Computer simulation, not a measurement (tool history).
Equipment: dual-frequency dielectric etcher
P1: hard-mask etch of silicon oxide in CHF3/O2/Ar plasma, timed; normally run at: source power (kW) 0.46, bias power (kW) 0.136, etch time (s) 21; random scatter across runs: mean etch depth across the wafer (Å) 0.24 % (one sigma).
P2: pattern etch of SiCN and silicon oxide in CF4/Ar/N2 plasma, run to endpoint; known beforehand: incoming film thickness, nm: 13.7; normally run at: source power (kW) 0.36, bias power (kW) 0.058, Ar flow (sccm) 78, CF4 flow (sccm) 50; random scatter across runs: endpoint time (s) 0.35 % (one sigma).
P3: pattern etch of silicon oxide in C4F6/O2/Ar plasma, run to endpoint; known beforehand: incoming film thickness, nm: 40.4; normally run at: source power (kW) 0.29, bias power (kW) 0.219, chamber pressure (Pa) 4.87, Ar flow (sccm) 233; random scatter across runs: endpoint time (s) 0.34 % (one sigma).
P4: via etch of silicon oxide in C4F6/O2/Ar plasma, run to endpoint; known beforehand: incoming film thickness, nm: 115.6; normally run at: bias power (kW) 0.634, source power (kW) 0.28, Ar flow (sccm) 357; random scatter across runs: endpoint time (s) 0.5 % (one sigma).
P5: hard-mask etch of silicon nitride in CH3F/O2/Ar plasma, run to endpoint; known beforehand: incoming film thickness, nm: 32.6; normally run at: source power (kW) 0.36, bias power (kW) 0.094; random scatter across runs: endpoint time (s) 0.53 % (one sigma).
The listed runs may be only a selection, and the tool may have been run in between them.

run	hour	process that ran	source power (kW)	bias power (kW)	etch time (s)	Ar flow (sccm)	CF4 flow (sccm)	chamber pressure (Pa)	mean etch depth across the wafer (Å)	endpoint time (s)
1	2.9	P1	0.46	0.136	21				346.14	
2	5.6	P1	0.46	0.136	31.5				521.74	
3	10.1	P2	0.36	0.07		78	50			19.99
4	14.6	P4	0.28	0.42		357				31.63
5	17.4	P2	0.36	0.058		78	50			21.232
6	19.6	P2	0.36	0.058		96	50			22.013
7	24	P1	0.37	0.136	12.5				189.69	
8	28.6	P2	0.36	0.058		78	50			21.411
9	33.7	P1	0.46	0.136	13				215.31	
10	37.8	P1	0.46	0.136	21				345.8	
11	42.1	P3	0.18	0.219		233		4.87		15.575
12	45.5	P5	0.36	0.094						45.618
13	49.6	P3	0.29	0.219		233		4.87		12.884
14	52.4	P4	0.34	0.634		357				25.245
15	55.2	P3	0.29	0.219		233		3.67		12.53
16	58.1	P4	0.28	0.634		357				27.08
17	63	P5	0.49	0.094						40.966
18	67.9	P3	0.29	0.219		317		4.87		13.379
19	70.2	P3	0.29	0.152		233		4.87		14.548
20	75.2	P1	0.6	0.136	21				383.49	
21	78.1	P1	0.46	0.086	21				300.09	
22	82.1	P2	0.36	0.058		78	70			20.177
23	85.7	P1	0.46	0.136	21				347.89	
24	90.4	P1	0.36	0.136	21				316.39	
25	94.6	P1	0.46	0.136	21				346.74	
26	96.8	P1	0.46	0.136	21				345.54	
27	101.5	P1	0.46	0.186	21				386.62	
28	106.2	P1	0.46	0.136	21				346.09	
29	109.4	P5	0.36	0.132						39.811
30	112.7	P4	0.28	0.634		225				25.626
31	115.1	P2	0.51	0.058		78	50			15.64
32	120.2	P1	0.46	0.136	21				346.7	
33	125	P1	0.46	0.136	21				346.64	
34	128.5	P1	0.46	0.136	21				347.36	
35	131.3	P1	0.46	0.136	21				348.71	
36	133.9	P1	0.46	0.136	21				350.53	
37	136.4	P1	0.46	0.136	21				350.39	
# hour 138.3: wet clean of the chamber
38	138.6	P1	0.46	0.136	21				351.53	
39	141.4	P1	0.46	0.136	21				350.63	
40	146.3	P1	0.46	0.136	21				351.82	
41	148.5	P1	0.46	0.136	21				351.02	
42	152.7	P1	0.46	0.136	21				352.94	
43	157	P1	0.46	0.136	21				351.17	

Something has made what P1 gives creep away from where it was; the 2 causes below, each at its own stated size, fit the log equally well:
A: bias power that arrives over what is set, % = 4.74
B: source power that arrives over what is set, % = 3.96
The process output started creeping at around hour 125.
Why every other cause is out:
chamber walls in a state that raises the etch rate, %: serviced at hour 138.3, after the change had begun; the process did not return to its earlier output

Below are 4 check runs, each averaged over 2 wafers, with their results shown as question marks. Which of them would give clearly different results depending on which cause is behind the drift?
check 1	161.3	P2	0.5	0.058		78	66			?
check 2	161.3	P5	0.36	0.131						?
check 3	161.3	P4	0.28	0.466		357				?
check 4	161.3	P3	0.22	0.181		233		4.87		?

Check results expected under each cause:
check	result	if A	if B
check 1	endpoint time (s)	15.026	14.724
check 2	endpoint time (s)	39.645	39.794
check 3	endpoint time (s)	29.95	30.046
check 4	endpoint time (s)	15.051	15.058
Distance between the nearest two causes, measured in the result of the check that separates them most: check 1 2.03 %; check 2 0.37 %; check 3 0.32 %; check 4 0.04 %
Of the check runs offered, only check 1 discriminates between the causes; the rest would read about the same regardless of which cause applies.

The results of check 1 are: endpoint time (s) 15.076. Based on these, which of the listed causes is it?

A is the cause: bias power that arrives over what is set, %.
